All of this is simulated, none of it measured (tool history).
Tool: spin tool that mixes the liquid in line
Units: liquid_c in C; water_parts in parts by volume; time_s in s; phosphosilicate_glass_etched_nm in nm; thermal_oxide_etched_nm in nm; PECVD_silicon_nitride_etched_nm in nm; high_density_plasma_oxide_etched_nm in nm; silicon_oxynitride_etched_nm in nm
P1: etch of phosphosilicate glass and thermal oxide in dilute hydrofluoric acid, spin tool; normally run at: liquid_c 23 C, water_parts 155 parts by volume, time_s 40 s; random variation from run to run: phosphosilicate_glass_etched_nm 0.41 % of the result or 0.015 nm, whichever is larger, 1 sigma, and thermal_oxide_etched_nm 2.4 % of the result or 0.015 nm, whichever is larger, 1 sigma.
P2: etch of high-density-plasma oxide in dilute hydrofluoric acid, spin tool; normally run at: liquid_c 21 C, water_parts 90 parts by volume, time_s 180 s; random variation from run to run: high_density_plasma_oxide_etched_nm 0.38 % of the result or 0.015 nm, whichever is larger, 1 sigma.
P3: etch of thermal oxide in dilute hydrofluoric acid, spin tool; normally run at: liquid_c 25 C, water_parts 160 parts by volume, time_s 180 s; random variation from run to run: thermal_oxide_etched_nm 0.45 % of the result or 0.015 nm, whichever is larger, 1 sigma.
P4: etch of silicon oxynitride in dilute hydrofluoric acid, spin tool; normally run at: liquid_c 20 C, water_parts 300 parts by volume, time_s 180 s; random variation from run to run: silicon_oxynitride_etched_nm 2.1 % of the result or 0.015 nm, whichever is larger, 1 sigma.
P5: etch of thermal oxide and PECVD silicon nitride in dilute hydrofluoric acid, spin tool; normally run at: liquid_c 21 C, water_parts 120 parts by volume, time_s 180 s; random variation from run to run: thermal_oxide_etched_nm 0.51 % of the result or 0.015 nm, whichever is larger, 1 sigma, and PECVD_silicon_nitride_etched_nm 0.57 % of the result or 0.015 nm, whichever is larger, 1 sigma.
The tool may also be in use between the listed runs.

run   hour  process  liquid_c  water_parts  time_s  hours since the thermometer was replaced  hours since the hydrofluoric acid flow meter was replaced  phosphosilicate_glass_etched_nm  thermal_oxide_etched_nm  PECVD_silicon_nitride_etched_nm  high_density_plasma_oxide_etched_nm  silicon_oxynitride_etched_nm
  1    4.2       P1        23          155      40                                     585.2                                                      321.7                           19.613                   1.0953
  2      9       P3        25          160     180                                       590                                                      326.5                                                    5.0325
  3   12.8       P1      26.5          155      80                                     593.8                                                      330.3                           44.559                   2.4976
  4   17.7       P1        23           45      40                                     598.7                                                      335.2                           75.643                   4.1118
  5   22.5       P5        21          120     180                                     603.5                                                        340                                                    5.7552                           3.5685
  6   26.8       P1        17          155      65                                     607.8                                                      344.3                            24.88                   1.3966
  7   32.8       P3        18          160     180                                     613.8                                                      350.3                                                    3.8252
  8   36.8       P2        21           90     285                                     617.8                                                      354.3                                                                                                                          13.954
  9   43.5       P1        23          155      40                                     624.5                                                        361                           19.678                   1.1418
 10   47.3       P5        21          120     180                                     628.3                                                      364.8                                                    5.6978                           3.5217
 11     53       P2        21          135     180                                       634                                                      370.5                                                                                                                          5.5773
      53.3  -- hydrofluoric acid flow meter replaced
 12   56.4       P1        23          280      40                                     637.4                                                        3.2                           9.5061                  0.54531
 13   61.7       P3        25          160     350                                     642.7                                                        8.5                                                    9.8545
 14   66.2       P5      26.5          120     180                                     647.2                                                         13                                                     7.105                           5.1308
 15   71.8       P1        29          155      40                                     652.8                                                       18.6                           24.275                   1.3331
 16   76.4       P2        17           90     180                                     657.4                                                       23.2                                                                                                                          7.4083
 17     80       P4        20          300     180                                       661                                                       26.8                                                                                                                                                        1.0811
 18   83.3       P1        23          155      40                                     664.3                                                       30.1                           19.387                   1.0519
 19   87.5       P1        19          255      40                                     668.5                                                       34.3                           9.2836                  0.52716
 20     91       P1        23          155      60                                       672                                                       37.8                           29.119                   1.6791
 21   96.4       P1        23          155      40                                     677.4                                                       43.2                           19.464                   1.0874
 22  101.3       P4        20          165     180                                     682.3                                                       48.1                                                                                                                                                        2.1269
 23  106.9       P1        17          155      40                                     687.9                                                       53.7                           15.395                  0.90146
 24  110.2       P5        21          120      55                                     691.2                                                         57                                                    1.7477                           1.1006
 25  116.3       P4        20          300     180                                     697.3                                                       63.1                                                                                                                                                        1.0864
 26    122       P1        23          155      20                                       703                                                       68.8                           9.6817                  0.52725
 27  126.9       P3        25           45     180                                     707.9                                                       73.7                                                    20.842
 28  132.3       P2        21           90     180                                     713.3                                                       79.1                                                                                                                          8.8585
 29  138.1       P1        23          155      40                                     719.1                                                       84.9                           19.582                   1.1295
 30  144.8       P4        17          300     180                                     725.8                                                       91.6                                                                                                                                                        0.9445
 31  148.6       P5        21           20     180                                     729.6                                                       95.4                                                     38.57                           20.287
 32  152.4       P4        20          300      90                                     733.4                                                       99.2                                                                                                                                                       0.54817
 33  155.9       P1        23          155      40                                     736.9                                                      102.7                            19.36                   1.0944
 34  161.2       P1        23          155      40                                     742.2                                                        108                           20.284                   1.1531
 35  167.7       P1        23          155      40                                     748.7                                                      114.5                           20.613                    1.141
 36  170.8       P1        23          155      40                                     751.8                                                      117.6                           20.709                   1.1724
 37    175       P1        23          155      40                                       756                                                      121.8                           20.831                   1.1639
 38  178.9       P1        23          155      40                                     759.9                                                      125.7                           20.928                   1.1406
 39  184.7       P1        23          155      40                                     765.7                                                      131.5                           21.107                   1.2151

What P1 gives has crept away from where it was. These 2 causes fit the log equally well, each at the size given:
A: liquid hotter than its thermometer reads (K) = 1.92
B: hydrofluoric acid flow above the setpoint (%) = 6.45
The creep began at about hour 155.9.

4 check runs are offered, one wafer each, their results left as question marks. Which one tells the causes apart?
check 1  190.5       P2        21           90     180                                                                                                                                                                                                                                    ?
check 2  190.5       P3        25          160     180                                                                                                                                                              ?
check 3  190.5       P4        20          300     180                                                                                                                                                                                                                                                                  ?
check 4  190.5       P5        21          120     180                                                                                                                                                              ?                                ?

What each check would give under each cause:
  check                               result    if A    if B
check 1  high_density_plasma_oxide_etched_nm  9.5667  9.4791
check 2              thermal_oxide_etched_nm   5.415  5.4275
check 3         silicon_oxynitride_etched_nm  1.1822  1.1696
check 4              thermal_oxide_etched_nm   6.179  6.1431
check 4      PECVD_silicon_nitride_etched_nm  4.0399  3.7802
How far apart the two closest causes lie, in the result that separates them most: check 1 0.92 %; check 2 0.23 %; check 3 1.07 %; check 4 6.64 %
Check 4 tells the causes apart: in the others they would give nearly the same result.

Then check 4 was run and gave: thermal_oxide_etched_nm 6.1783 nm; PECVD_silicon_nitride_etched_nm 4.03 nm. Which cause is it?

It is A: liquid hotter than its thermometer reads (K).

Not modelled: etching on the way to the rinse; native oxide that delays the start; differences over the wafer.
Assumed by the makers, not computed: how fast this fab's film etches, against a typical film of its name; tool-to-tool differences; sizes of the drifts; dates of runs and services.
